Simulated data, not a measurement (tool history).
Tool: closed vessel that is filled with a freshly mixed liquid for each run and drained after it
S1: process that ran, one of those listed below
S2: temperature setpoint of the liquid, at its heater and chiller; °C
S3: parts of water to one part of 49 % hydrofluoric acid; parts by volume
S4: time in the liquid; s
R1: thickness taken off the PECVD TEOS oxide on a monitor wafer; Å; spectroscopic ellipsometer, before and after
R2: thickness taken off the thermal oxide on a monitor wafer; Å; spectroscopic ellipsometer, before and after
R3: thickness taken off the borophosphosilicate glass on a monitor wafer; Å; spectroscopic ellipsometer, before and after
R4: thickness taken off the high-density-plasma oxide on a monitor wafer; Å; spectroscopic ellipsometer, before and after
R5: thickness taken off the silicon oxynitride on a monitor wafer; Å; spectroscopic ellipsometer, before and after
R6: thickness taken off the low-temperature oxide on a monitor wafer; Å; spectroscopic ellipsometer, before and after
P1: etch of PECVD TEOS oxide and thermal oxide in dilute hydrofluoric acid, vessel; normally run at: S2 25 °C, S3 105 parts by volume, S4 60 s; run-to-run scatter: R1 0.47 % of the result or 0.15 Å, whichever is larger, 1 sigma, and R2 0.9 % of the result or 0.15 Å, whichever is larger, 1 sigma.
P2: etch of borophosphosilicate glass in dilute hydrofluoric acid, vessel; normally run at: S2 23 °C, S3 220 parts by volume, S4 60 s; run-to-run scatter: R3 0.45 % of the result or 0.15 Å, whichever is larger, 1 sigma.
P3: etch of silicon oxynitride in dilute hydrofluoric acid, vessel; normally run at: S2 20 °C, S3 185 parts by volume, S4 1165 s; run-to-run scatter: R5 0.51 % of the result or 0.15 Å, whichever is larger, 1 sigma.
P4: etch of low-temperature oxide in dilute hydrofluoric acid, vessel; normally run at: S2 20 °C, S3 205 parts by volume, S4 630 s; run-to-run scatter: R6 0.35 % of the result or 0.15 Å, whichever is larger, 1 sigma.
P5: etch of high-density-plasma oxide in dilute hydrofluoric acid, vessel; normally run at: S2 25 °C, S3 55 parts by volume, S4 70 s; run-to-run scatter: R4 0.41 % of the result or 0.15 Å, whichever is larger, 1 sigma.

run	day	S1	S2	S3	S4	R1	R2	R3	R4	R5	R6
1	0.246	P1	25	105	60	56.245	27.996				
2	0.546	P2	23	220	30			53.552			
3	0.725	P1	20.5	105	60	46.646	23.59				
4	0.979	P2	23	220	60			107.21			
5	1.217	P2	17	220	60			85.204			
6	1.55	P1	25	105	85	79.749	40.109				
7	1.775	P1	25	105	30	27.735	14.057				
8	1.946	P1	25	60	60	104.14	52.389				
9	2.112	P5	18.5	55	70				88.124		
10	2.454	P1	25	185	60	28.94	14.464				
11	2.804	P3	17	185	1165					102.12	
12	3.075	P5	25	95	70				63.564		
13	3.45	P4	20	120	630						760.87
14	3.754	P5	25	55	70				116.43		
15	3.938	P1	33	105	30	37.609	18.798				
16	4.108	P3	20	185	1165					118.17	
17	4.433	P1	32	105	60	73.213	36.765				
18	4.658	P4	20	205	630						408.56
19	5.004	P1	25	105	60	56.024	28.145				
20	5.267	P2	23	320	60			66.601			
21	5.633	P1	25	105	60	55.637	28.538				
22	5.9	P4	20	205	65						42.104
23	6.271	P4	17	205	630						364.42
24	6.458	P3	20	185	1165					118.26	
25	6.638	P1	25	105	60	56.045	27.958				
26	6.821	P1	25	105	60	56.157	28.823				
27	7.008	P3	20	185	1845					187.6	
# day 7.296: hydrofluoric acid flow meter replaced
28	7.296	P3	20	85	1165					272.08	
29	7.575	P5	25	55	130				217.07		
30	7.896	P4	20	205	630						407.67
31	8.129	P5	25	55	70				116.39		
32	8.371	P1	25	105	60	56.277	27.881				
33	8.654	P1	25	105	60	58.405	29.533				
34	8.946	P1	25	105	60	60.238	30.271				
35	9.258	P1	25	105	60	60.863	30.635				
36	9.583	P1	25	105	60	61.188	30.092				

Forecast run 37:
37	9.946	P1	25	105	60	?	?				

R1: 61.48 Å
R2: 30.044 Å
